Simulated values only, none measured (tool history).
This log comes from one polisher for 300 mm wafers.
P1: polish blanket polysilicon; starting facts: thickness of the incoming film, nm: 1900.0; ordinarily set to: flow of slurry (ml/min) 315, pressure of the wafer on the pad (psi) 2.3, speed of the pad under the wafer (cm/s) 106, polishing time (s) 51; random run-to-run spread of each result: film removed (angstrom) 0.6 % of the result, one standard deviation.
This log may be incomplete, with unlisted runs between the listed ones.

run   hour  flow of slurry (ml/min)  pressure of the wafer on the pad (psi)  speed of the pad under the wafer (cm/s)  polishing time (s)  wafers polished on this pad  hours since the slurry nozzle was cleaned  hours since the head pressure was calibrated  film removed (angstrom)
  1    4.6                      315                                     2.3                                      106                  51                          379                                      155.2                                         692.5                   4152.1
  2   11.5                      315                                     2.3                                      106                  27                          432                                      162.1                                         699.4                   2195.1
  3     18                      315                                     1.4                                      106                  51                          483                                      168.6                                         705.9                   2527.1
  4   23.3                      315                                     2.3                                      106                  51                          524                                      173.9                                         711.2                   4212.8
  5   27.5                      315                                     3.4                                      106                  51                          557                                      178.1                                         715.4                   6186.7
  6   33.8                      315                                     2.3                                       68                  51                          606                                      184.4                                         721.7                   2697.5
  7   38.5                      315                                     2.3                                      106                  51                          643                                      189.1                                         726.4                     4167
      42.2  -- slurry nozzle cleaned
  8   45.2                      315                                     2.3                                      152                  51                          695                                          3                                         733.1                   6071.2
  9   49.7                      190                                     2.3                                      106                  51                          730                                        7.5                                         737.6                   3975.9
 10   57.5                      420                                     2.3                                      106                  51                          791                                       15.3                                         745.4                   4230.4
 11   63.7                      450                                     2.3                                      156                  51                          839                                       21.5                                         751.6                   6357.3
      70.3  -- worn pad replaced by a new one
 12   70.5                      315                                     2.3                                      106                  75                            1                                       28.3                                         758.4                   6163.6
 13   74.1                      315                                     2.3                                      106                  51                           30                                       31.9                                           762                     4186
 14   79.2                      315                                     2.3                                      106                  51                           69                                         37                                         767.1                   4233.7
 15     84                      315                                     2.3                                      106                  51                          107                                       41.8                                         771.9                   4189.1
 16   87.8                      315                                     2.3                                      106                  51                          136                                       45.6                                         775.7                   4093.3
 17     94                      315                                     2.3                                      106                  51                          185                                       51.8                                         781.9                   4032.1
      97.8  -- worn pad replaced by a new one
 18   98.4                      315                                     2.3                                      106                  51                            5                                       56.2                                         786.3                   4024.5
 19    106                      315                                     2.3                                      106                  51                           64                                       63.8                                         793.9                   3938.7
 20  111.8                      315                                     2.3                                      106                  51                          109                                       69.6                                         799.7                   3976.6
 21  116.3                      315                                     2.3                                      106                  51                          144                                       74.1                                         804.2                   4007.8

Compared with where it was, what P1 gives has crept away. Each cause listed below fits the log as well as the rest, at the size given for it:
A: slurry flow missing at the pad, % = 39.4
B: head's pressure below its setpoint, % = 5.33
At approximately hour 84, the process output began to creep.
The rest of the possible causes, and what rules out each one:
removal rate lost through wear of the pad, %: serviced at hour 97.8, which brought nothing back

Of the 4 check runs below, each run on 2 wafers with the results averaged and each result still a question mark, which one would tell the listed causes apart?
check 1  120.8                      190                                     2.3                                      106                  40                                                                                                                                              ?
check 2  120.8                      315                                     1.5                                      106                  51                                                                                                                                              ?
check 3  120.8                      315                                     2.8                                      106                  51                                                                                                                                              ?
check 4  120.8                      315                                     2.3                                      106                  28                                                                                                                                              ?

What every check run would give for each of its results, assuming each possible cause in turn:
  check                   result    if A    if B
check 1  film removed (angstrom)  2850.2  2946.6
check 2  film removed (angstrom)  2589.7  2589.8
check 3  film removed (angstrom)  4834.2  4834.3
check 4  film removed (angstrom)  2180.1  2180.2
Per-check spread between the two closest causes, in the result where they differ most: check 1 3.32 %; check 2 0 %; check 3 0 %; check 4 0 %
Check 1 tells the causes apart: in the others they would give nearly the same result.

Here is what check 1 returned: film removed (angstrom) 2941.3. Which cause is it?

It is B: head's pressure below its setpoint, %.
